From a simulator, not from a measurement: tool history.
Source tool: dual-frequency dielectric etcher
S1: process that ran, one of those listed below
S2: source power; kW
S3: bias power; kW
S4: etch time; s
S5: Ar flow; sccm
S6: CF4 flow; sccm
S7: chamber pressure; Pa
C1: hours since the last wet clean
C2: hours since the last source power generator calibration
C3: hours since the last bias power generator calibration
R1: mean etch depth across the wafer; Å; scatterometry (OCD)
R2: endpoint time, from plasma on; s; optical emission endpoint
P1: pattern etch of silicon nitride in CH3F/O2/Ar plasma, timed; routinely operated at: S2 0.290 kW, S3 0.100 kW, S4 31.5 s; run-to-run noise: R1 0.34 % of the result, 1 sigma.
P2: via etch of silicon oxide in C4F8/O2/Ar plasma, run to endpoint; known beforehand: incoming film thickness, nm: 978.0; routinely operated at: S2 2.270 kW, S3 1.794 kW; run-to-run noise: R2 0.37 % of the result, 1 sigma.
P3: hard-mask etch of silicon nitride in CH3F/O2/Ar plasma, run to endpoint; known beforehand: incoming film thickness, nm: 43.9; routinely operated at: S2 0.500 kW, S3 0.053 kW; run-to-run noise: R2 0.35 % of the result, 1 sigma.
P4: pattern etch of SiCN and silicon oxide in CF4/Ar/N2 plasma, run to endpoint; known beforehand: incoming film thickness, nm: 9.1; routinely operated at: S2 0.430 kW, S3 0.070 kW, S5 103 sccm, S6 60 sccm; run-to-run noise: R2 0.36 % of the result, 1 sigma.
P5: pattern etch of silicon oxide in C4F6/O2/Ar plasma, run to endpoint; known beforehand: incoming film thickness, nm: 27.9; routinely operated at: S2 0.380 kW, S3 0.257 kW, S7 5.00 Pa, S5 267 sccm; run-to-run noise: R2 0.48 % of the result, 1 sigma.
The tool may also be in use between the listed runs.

run   hour  S1     S2     S3    S4   S5  S6    S7     C1     C2      C3      R1        R2
  1    5.7  P1  0.290  0.100  31.5                 520.0  563.8  2409.3  227.31
  2   13.1  P1  0.290  0.100  31.5                 527.4  571.2  2416.7  227.74
  3   20.4  P1  0.290  0.100  18.5                 534.7  578.5  2424.0  132.62
  4   27.5  P4  0.430  0.070        103  60        541.8  585.6  2431.1           11.1880
  5   36.3  P4  0.430  0.070        137  60        550.6  594.4  2439.9           11.6910
  6   43.9  P1  0.290  0.100  43.0                 558.2  602.0  2447.5  310.40
  7   52.8  P1  0.290  0.069  23.5                 567.1  610.9  2456.4  148.35
  8   59.2  P3  0.500  0.036                       573.5  617.3  2462.8           73.8100
  9   66.6  P4  0.260  0.070        103  60        580.9  624.7  2470.2           17.2600
 10   71.6  P1  0.400  0.100  31.5                 585.9  629.7  2475.2  255.60
 11   77.3  P1  0.290  0.126  31.5                 591.6  635.4  2480.9  248.28
 12   83.7  P5  0.380  0.257        267      5.00  598.0  641.8  2487.3            8.4082
 13   88.9  P1  0.290  0.100  31.5                 603.2  647.0  2492.5  227.91
 14   94.1  P2  2.270  2.207                       608.4  652.2  2497.7          177.9800
 15  101.4  P5  0.380  0.257        267      6.73  615.7  659.5  2505.0            8.6696
 16  107.0  P1  0.190  0.100  31.5                 621.3  665.1  2510.6  192.98
 17  114.0  P1  0.290  0.100  31.5                 628.3  672.1  2517.6  227.86
 18  123.5  P4  0.430  0.057        103  60        637.8  681.6  2527.1           11.9840
 19  127.7  P1  0.290  0.100  31.5                 642.0  685.8  2531.3  227.51
 20  133.8  P5  0.380  0.257        170      5.00  648.1  691.9  2537.4            7.9117
 21  143.3  P1  0.290  0.100  31.5                 657.6  701.4  2546.9  228.45
 22  149.7  P1  0.390  0.120  31.5                 664.0  707.8  2553.3  271.11
 23  158.2  P2  2.270  1.794                       672.5  716.3  2561.8          188.8700
 24  163.0  P3  0.300  0.053                       677.3  721.1  2566.6           79.7930
 25  168.1  P4  0.430  0.070        103  84        682.4  726.2  2571.7           10.5890
     174.0  -- source power generator calibrated
 26  175.8  P4  0.430  0.070        103  60        690.1    1.8  2579.4           11.1270
 27  183.1  P5  0.380  0.191        267      5.00  697.4    9.1  2586.7            9.2038
 28  187.3  P5  0.550  0.257        267      5.00  701.6   13.3  2590.9            7.2878
     192.7  -- bias power generator calibrated
 29  196.1  P1  0.290  0.081  31.5                 710.4   22.1     3.4  210.40
 30  205.2  P2  1.550  1.794                       719.5   31.2    12.5          221.2400
 31  211.1  P3  0.500  0.053                       725.4   37.1    18.4           65.6690
 32  220.8  P1  0.290  0.100  31.5                 735.1   46.8    28.1  227.52
 33  228.2  P1  0.290  0.100  31.5                 742.5   54.2    35.5  226.17
 34  236.4  P1  0.290  0.100  31.5                 750.7   62.4    43.7  224.32
 35  241.0  P1  0.290  0.100  31.5                 755.3   67.0    48.3  225.21
     246.7  -- wet clean of the chamber
 36  249.6  P1  0.290  0.100  31.5                   2.9   75.6    56.9  222.44
 37  256.6  P1  0.290  0.100  31.5                   9.9   82.6    63.9  222.75
 38  262.5  P1  0.290  0.100  31.5                  15.8   88.5    69.8  224.59
 39  271.3  P1  0.290  0.100  31.5                  24.6   97.3    78.6  223.13
 40  277.8  P1  0.290  0.100  31.5                  31.1  103.8    85.1  221.36

Something has made what P1 gives creep away from where it was; the 2 causes below, each at its own stated size, fit the log equally well:
A: source power that arrives under what is set, % = 4.51
B: bias power that arrives under what is set, % = 4.47
The gradual shift began around hour 220.8.
Why every other cause is out:
chamber walls in a state that lowers the etch rate, %: serviced at hour 246.7, after the change had begun; the process did not return to its earlier output

Each of the check runs listed below is run on 2 wafers and reports their average, with the results left as question marks. Pick the one under which the possible causes would lead to clearly different results.
check 1  284.3  P3  0.330  0.038                                      ?
check 2  284.3  P2  1.940  2.191                                      ?
check 3  284.3  P5  0.520  0.257      204      5.00                   ?
check 4  284.3  P4  0.310  0.070      127  60                         ?

Predicted outcomes, by check and by cause:
  check  result      if A      if B
check 1      R2   87.4410   87.0160
check 2      R2  193.3700  192.4000
check 3      R2    7.3484    7.3300
check 4      R2   15.9950   15.6220
Per-check spread between the two closest causes, in the result where they differ most: check 1 0.49 %; check 2 0.5 %; check 3 0.25 %; check 4 2.36 %
Of the check runs offered, only check 4 discriminates between the causes; the rest would read about the same regardless of which cause applies.

Check 4 has now been run. It gave: R2 16.0030 s. Which of the candidate causes is it?

The cause is A: source power that arrives under what is set, %.
